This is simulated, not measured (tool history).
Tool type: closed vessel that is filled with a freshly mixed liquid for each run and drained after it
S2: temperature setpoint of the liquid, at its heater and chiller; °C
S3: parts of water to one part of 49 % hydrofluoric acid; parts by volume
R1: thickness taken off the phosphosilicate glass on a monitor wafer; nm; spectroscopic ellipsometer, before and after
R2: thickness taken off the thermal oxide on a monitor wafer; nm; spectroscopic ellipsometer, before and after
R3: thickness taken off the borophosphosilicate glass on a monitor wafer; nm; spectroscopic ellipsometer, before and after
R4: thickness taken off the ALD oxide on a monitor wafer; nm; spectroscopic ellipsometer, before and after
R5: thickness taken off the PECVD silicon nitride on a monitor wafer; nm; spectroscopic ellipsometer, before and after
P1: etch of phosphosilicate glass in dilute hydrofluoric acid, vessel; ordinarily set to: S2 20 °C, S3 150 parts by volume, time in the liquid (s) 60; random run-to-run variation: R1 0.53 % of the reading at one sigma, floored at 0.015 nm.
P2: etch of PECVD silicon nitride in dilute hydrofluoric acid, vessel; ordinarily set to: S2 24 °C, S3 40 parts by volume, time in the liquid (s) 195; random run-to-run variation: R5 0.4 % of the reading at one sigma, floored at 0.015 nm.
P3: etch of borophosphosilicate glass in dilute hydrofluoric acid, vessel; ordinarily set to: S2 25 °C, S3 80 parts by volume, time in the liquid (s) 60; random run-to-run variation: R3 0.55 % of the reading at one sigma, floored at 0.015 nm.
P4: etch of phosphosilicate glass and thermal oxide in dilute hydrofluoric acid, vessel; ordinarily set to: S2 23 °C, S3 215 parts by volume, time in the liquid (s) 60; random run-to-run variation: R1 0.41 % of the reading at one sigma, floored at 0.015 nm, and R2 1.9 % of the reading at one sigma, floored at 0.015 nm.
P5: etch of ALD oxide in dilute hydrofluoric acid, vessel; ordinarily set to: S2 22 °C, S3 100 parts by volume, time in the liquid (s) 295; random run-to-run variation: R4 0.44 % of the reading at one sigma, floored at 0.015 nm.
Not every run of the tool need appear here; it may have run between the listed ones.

{"run": 1, "hour": 8.6, "process that ran": "P1", "S2": 20, "S3": 150, "time in the liquid (s)": 60, "R1": 44.724}
{"run": 2, "hour": 17.7, "process that ran": "P4", "S2": 23, "S3": 215, "time in the liquid (s)": 60, "R1": 28.369, "R2": 1.1102}
{"run": 3, "hour": 29.5, "process that ran": "P3", "S2": 17, "S3": 80, "time in the liquid (s)": 60, "R3": 17.381}
{"run": 4, "hour": 36.2, "process that ran": "P5", "S2": 22, "S3": 100, "time in the liquid (s)": 295, "R4": 60.818}
{"run": 5, "hour": 48.1, "process that ran": "P1", "S2": 20, "S3": 150, "time in the liquid (s)": 115, "R1": 86.582}
{"run": 6, "hour": 60.4, "process that ran": "P1", "S2": 20, "S3": 150, "time in the liquid (s)": 30, "R1": 22.474}
{"run": 7, "hour": 67.7, "process that ran": "P1", "S2": 24, "S3": 150, "time in the liquid (s)": 60, "R1": 52.367}
{"run": 8, "hour": 79.4, "process that ran": "P4", "S2": 28, "S3": 215, "time in the liquid (s)": 60, "R1": 33.816, "R2": 1.3998}
{"run": 9, "hour": 88.8, "process that ran": "P2", "S2": 24, "S3": 70, "time in the liquid (s)": 195, "R5": 11.819}
{"run": 10, "hour": 97.5, "process that ran": "P1", "S2": 20, "S3": 150, "time in the liquid (s)": 60, "R1": 45.248}
{"run": 11, "hour": 103.9, "process that ran": "P2", "S2": 24, "S3": 40, "time in the liquid (s)": 340, "R5": 35.553}
{"run": 12, "hour": 116.9, "process that ran": "P4", "S2": 23, "S3": 60, "time in the liquid (s)": 60, "R1": 120.23, "R2": 4.657}
{"run": 13, "hour": 124.3, "process that ran": "P3", "S2": 25, "S3": 80, "time in the liquid (s)": 110, "R3": 44.57}
{"run": 14, "hour": 131.2, "process that ran": "P2", "S2": 29.5, "S3": 40, "time in the liquid (s)": 195, "R5": 29.456}
{"run": 15, "hour": 139.0, "process that ran": "P4", "S2": 23, "S3": 215, "time in the liquid (s)": 30, "R1": 14.147, "R2": 0.52866}
{"run": 16, "hour": 152.7, "process that ran": "P3", "S2": 25, "S3": 20, "time in the liquid (s)": 60, "R3": 106.58}
{"run": 17, "hour": 162.8, "process that ran": "P2", "S2": 24, "S3": 40, "time in the liquid (s)": 195, "R5": 20.492}
{"run": 18, "hour": 169.4, "process that ran": "P1", "S2": 20, "S3": 150, "time in the liquid (s)": 60, "R1": 45.204}
{"run": 19, "hour": 182.0, "process that ran": "P3", "S2": 25, "S3": 80, "time in the liquid (s)": 60, "R3": 24.168}
{"run": 20, "hour": 191.8, "process that ran": "P1", "S2": 20, "S3": 150, "time in the liquid (s)": 60, "R1": 45.038}
{"run": 21, "hour": 203.4, "process that ran": "P5", "S2": 22, "S3": 100, "time in the liquid (s)": 55, "R4": 11.19}
{"run": 22, "hour": 211.9, "process that ran": "P1", "S2": 17, "S3": 150, "time in the liquid (s)": 30, "R1": 19.844}
{"run": 23, "hour": 225.1, "process that ran": "P1", "S2": 20, "S3": 150, "time in the liquid (s)": 60, "R1": 45.381}
{"run": 24, "hour": 233.4, "process that ran": "P4", "S2": 23, "S3": 215, "time in the liquid (s)": 60, "R1": 28.357, "R2": 1.148}
{"run": 25, "hour": 242.9, "process that ran": "P1", "S2": 20, "S3": 150, "time in the liquid (s)": 60, "R1": 45.721}
{"run": 26, "hour": 250.9, "process that ran": "P1", "S2": 20, "S3": 150, "time in the liquid (s)": 60, "R1": 44.936}
{"run": 27, "hour": 260.6, "process that ran": "P5", "S2": 22, "S3": 160, "time in the liquid (s)": 295, "R4": 35.415}
{"run": 28, "hour": 272.6, "process that ran": "P1", "S2": 20, "S3": 245, "time in the liquid (s)": 60, "R1": 25.06}
{"run": 29, "hour": 279.5, "process that ran": "P1", "S2": 20, "S3": 95, "time in the liquid (s)": 60, "R1": 75.61}
{"run": 30, "hour": 293.0, "process that ran": "P1", "S2": 17, "S3": 150, "time in the liquid (s)": 60, "R1": 40.321}
{"run": 31, "hour": 303.3, "process that ran": "P5", "S2": 17, "S3": 100, "time in the liquid (s)": 295, "R4": 48.772}
{"run": 32, "hour": 315.4, "process that ran": "P5", "S2": 22, "S3": 100, "time in the liquid (s)": 295, "R4": 59.991}
{"run": 33, "hour": 327.8, "process that ran": "P1", "S2": 20, "S3": 150, "time in the liquid (s)": 60, "R1": 45.188}
{"run": 34, "hour": 339.0, "process that ran": "P1", "S2": 20, "S3": 150, "time in the liquid (s)": 60, "R1": 46.388}
{"run": 35, "hour": 347.7, "process that ran": "P1", "S2": 20, "S3": 150, "time in the liquid (s)": 60, "R1": 46.601}
{"run": 36, "hour": 354.2, "process that ran": "P1", "S2": 20, "S3": 150, "time in the liquid (s)": 60, "R1": 47.29}
{"run": 37, "hour": 365.0, "process that ran": "P1", "S2": 20, "S3": 150, "time in the liquid (s)": 60, "R1": 47.717}
{"run": 38, "hour": 376.8, "process that ran": "P1", "S2": 20, "S3": 150, "time in the liquid (s)": 60, "R1": 48.209}
{"run": 39, "hour": 384.2, "process that ran": "P1", "S2": 20, "S3": 150, "time in the liquid (s)": 60, "R1": 48.267}
{"run": 40, "hour": 392.6, "process that ran": "P1", "S2": 20, "S3": 150, "time in the liquid (s)": 60, "R1": 48.524}
{"run": 41, "hour": 401.9, "process that ran": "P1", "S2": 20, "S3": 150, "time in the liquid (s)": 60, "R1": 48.34}
{"run": 42, "hour": 413.2, "process that ran": "P1", "S2": 20, "S3": 150, "time in the liquid (s)": 60, "R1": 48.529}
{"run": 43, "hour": 420.2, "process that ran": "P1", "S2": 20, "S3": 150, "time in the liquid (s)": 60, "R1": 48.022}

P1 has crept away from where it was. The log is fitted equally well by each of these 2 causes, at the sizes shown:
A: liquid hotter than its thermometer reads (K) = 1.78
B: hydrofluoric acid flow above the setpoint (%) = 6.27
Onset of the creep was near hour 327.8.

Consider the 4 single-wafer check runs listed below, results given as question marks: which one distinguishes between the causes by giving clearly different results for each?
{"run": "check 1", "hour": 427.2, "process that ran": "P3", "S2": 25, "S3": 80, "time in the liquid (s)": 60, "R3": "?"}
{"run": "check 2", "hour": 427.2, "process that ran": "P5", "S2": 22, "S3": 100, "time in the liquid (s)": 295, "R4": "?"}
{"run": "check 3", "hour": 427.2, "process that ran": "P2", "S2": 24, "S3": 40, "time in the liquid (s)": 195, "R5": "?"}
{"run": "check 4", "hour": 427.2, "process that ran": "P4", "S2": 23, "S3": 215, "time in the liquid (s)": 60, "R1": "?", "R2": "?"}

Check results expected under each cause:
check=check_1 result=R3 if_A=26.05 if_B=25.96
check=check_2 result=R4 if_A=64.666 if_B=64.441
check=check_3 result=R5 if_A=23.01 if_B=21.656
check=check_4 result=R1 if_A=30.218 if_B=30.486
check=check_4 result=R2 if_A=1.1938 if_B=1.2043
Gap, in per cent, between the two causes that each check separates least, read from the result that separates them most: check 1 0.34 %; check 2 0.35 %; check 3 6.07 %; check 4 0.88 %
The other checks would show nearly matching results whichever cause is true, so check 3 is the only one that separates the causes.

After running check 3, the following was obtained: R5 23.061 nm. Which cause does this point to?

A is the cause: liquid hotter than its thermometer reads (K).
